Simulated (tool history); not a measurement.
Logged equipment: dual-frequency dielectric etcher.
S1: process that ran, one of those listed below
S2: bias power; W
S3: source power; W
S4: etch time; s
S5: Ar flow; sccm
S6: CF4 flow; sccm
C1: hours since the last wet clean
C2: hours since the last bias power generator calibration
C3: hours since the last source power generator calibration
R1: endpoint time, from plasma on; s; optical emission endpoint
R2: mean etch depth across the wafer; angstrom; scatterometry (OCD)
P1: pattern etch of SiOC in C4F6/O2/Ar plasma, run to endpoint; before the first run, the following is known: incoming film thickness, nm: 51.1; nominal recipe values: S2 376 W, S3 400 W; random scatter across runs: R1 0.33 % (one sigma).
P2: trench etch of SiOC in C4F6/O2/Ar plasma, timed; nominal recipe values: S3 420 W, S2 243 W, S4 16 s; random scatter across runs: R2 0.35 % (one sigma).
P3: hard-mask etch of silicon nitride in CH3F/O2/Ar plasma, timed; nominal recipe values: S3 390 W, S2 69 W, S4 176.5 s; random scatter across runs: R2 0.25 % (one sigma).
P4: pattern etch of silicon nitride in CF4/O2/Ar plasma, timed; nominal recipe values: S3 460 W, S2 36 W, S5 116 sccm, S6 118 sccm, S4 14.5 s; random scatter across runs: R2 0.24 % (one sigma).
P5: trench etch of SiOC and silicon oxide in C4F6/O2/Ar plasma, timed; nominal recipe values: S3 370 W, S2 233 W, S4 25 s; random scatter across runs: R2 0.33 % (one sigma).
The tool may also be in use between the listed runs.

run	hour	S1	S2	S3	S4	S5	S6	C1	C2	C3	R1	R2
1	4	P1	376	400				398.6	1446.6	990.4	18.975	
2	10	P3	69	390	234			404.6	1452.6	996.4		1649.4
3	16.4	P3	69	390	176.5			411	1459	1002.8		1244.5
# hour 20.8: source power generator calibrated
4	23	P1	376	400				417.6	1465.6	2.3	19.047	
5	26.6	P5	140	370	25			421.2	1469.2	5.9		447.82
6	30.2	P5	233	260	25			424.8	1472.8	9.5		459.69
7	35.9	P5	233	370	33			430.5	1478.5	15.2		696.06
8	43.1	P3	96	390	176.5			437.7	1485.7	22.4		1393.1
9	47.4	P1	514	400				442	1490	26.7	16.896	
10	55.1	P2	154	420	16			449.7	1497.7	34.4		318.48
11	60	P1	376	490				454.6	1502.6	39.3	17.595	
# hour 65.8: bias power generator calibrated
12	66.3	P1	461	540				460.9	0.6	45.6	15.78	
13	73.5	P1	376	260				468.1	7.8	52.8	22.368	
14	80.7	P1	376	400				475.3	15	60	18.936	
15	85.4	P1	272	400				480	19.7	64.7	21.2	
16	89	P5	233	370	25			483.6	23.3	68.3		526.69
17	93.1	P4	21	460	14.5	116	118	487.7	27.4	72.4		185.87
18	97.3	P1	309	260				491.9	31.6	76.6	23.791	
19	102.8	P4	36	270	14.5	116	118	497.4	37.1	82.1		137.23
20	107.1	P2	243	580	16			501.7	41.4	86.4		416.96
21	113.8	P4	36	460	14.5	116	84	508.4	48.1	93.1		209.01
22	121.3	P3	69	250	176.5			515.9	55.6	100.6		1051.6
23	127.9	P4	36	460	14.5	158	118	522.5	62.2	107.2		209.52
24	132.8	P4	36	460	14.5	116	118	527.4	67.1	112.1		219.97
25	137.2	P2	243	420	16			531.8	71.5	116.5		371.94
26	141.7	P1	376	400				536.3	76	121	19.063	
27	149.3	P4	36	460	9.5	116	118	543.9	83.6	128.6		144.39
28	157.4	P2	243	420	9			552	91.7	136.7		207.26
29	161.6	P1	281	310				556.2	95.9	140.9	23.071	
30	168.1	P1	376	400				562.7	102.4	147.4	19.11	
31	173.6	P1	376	400				568.2	107.9	152.9	18.964	
32	179.3	P1	376	400				573.9	113.6	158.6	18.755	
33	186.8	P1	376	400				581.4	121.1	166.1	18.719	
34	193.9	P1	376	400				588.5	128.2	173.2	18.587	
# hour 197.7: wet clean of the chamber
35	198	P1	376	400				0.3	132.3	177.3	18.653	
36	203.1	P1	376	400				5.4	137.4	182.4	18.671	
37	209	P1	376	400				11.3	143.3	188.3	18.639	
38	216.5	P1	376	400				18.8	150.8	195.8	18.714	
39	220.2	P1	376	400				22.5	154.5	199.5	18.744	

What P1 gives has crept off from where it sat before. The 2 causes that follow fit the log equally well, each at the size noted:
A: source power that arrives over what is set, % = 4.57
B: bias power that arrives over what is set, % = 4.77
Creep in the process output first set in at about hour 168.1.
What rules out each remaining cause:
chamber walls in a state that raises the etch rate, %: serviced at hour 197.7, after the change had begun; the process did not return to its earlier output

Below are 4 check runs, each on a single wafer, with their results shown as question marks. Which of them would tell the listed causes apart, meaning the causes would give clearly different results under it?
check 1	223.9	P2	243	570	9							?
check 2	223.9	P5	233	310	25							?
check 3	223.9	P4	36	460	14.5	116	96					?
check 4	223.9	P3	89	260	176.5							?

How each check would come out, cause by cause:
check	result	if A	if B
check 1	R2	237.34	236.9
check 2	R2	499.89	499.3
check 3	R2	222.06	217.15
check 4	R2	1188.5	1189.4
Per-check spread between the two closest causes, in the result where they differ most: check 1 0.19 %; check 2 0.12 %; check 3 2.23 %; check 4 0.07 %
The other checks would show nearly matching results whichever cause is true, so check 3 is the only one that separates the causes.

Here is what check 3 returned: R2 217.91 angstrom. Which cause is it?

It was cause B: bias power that arrives over what is set, %.

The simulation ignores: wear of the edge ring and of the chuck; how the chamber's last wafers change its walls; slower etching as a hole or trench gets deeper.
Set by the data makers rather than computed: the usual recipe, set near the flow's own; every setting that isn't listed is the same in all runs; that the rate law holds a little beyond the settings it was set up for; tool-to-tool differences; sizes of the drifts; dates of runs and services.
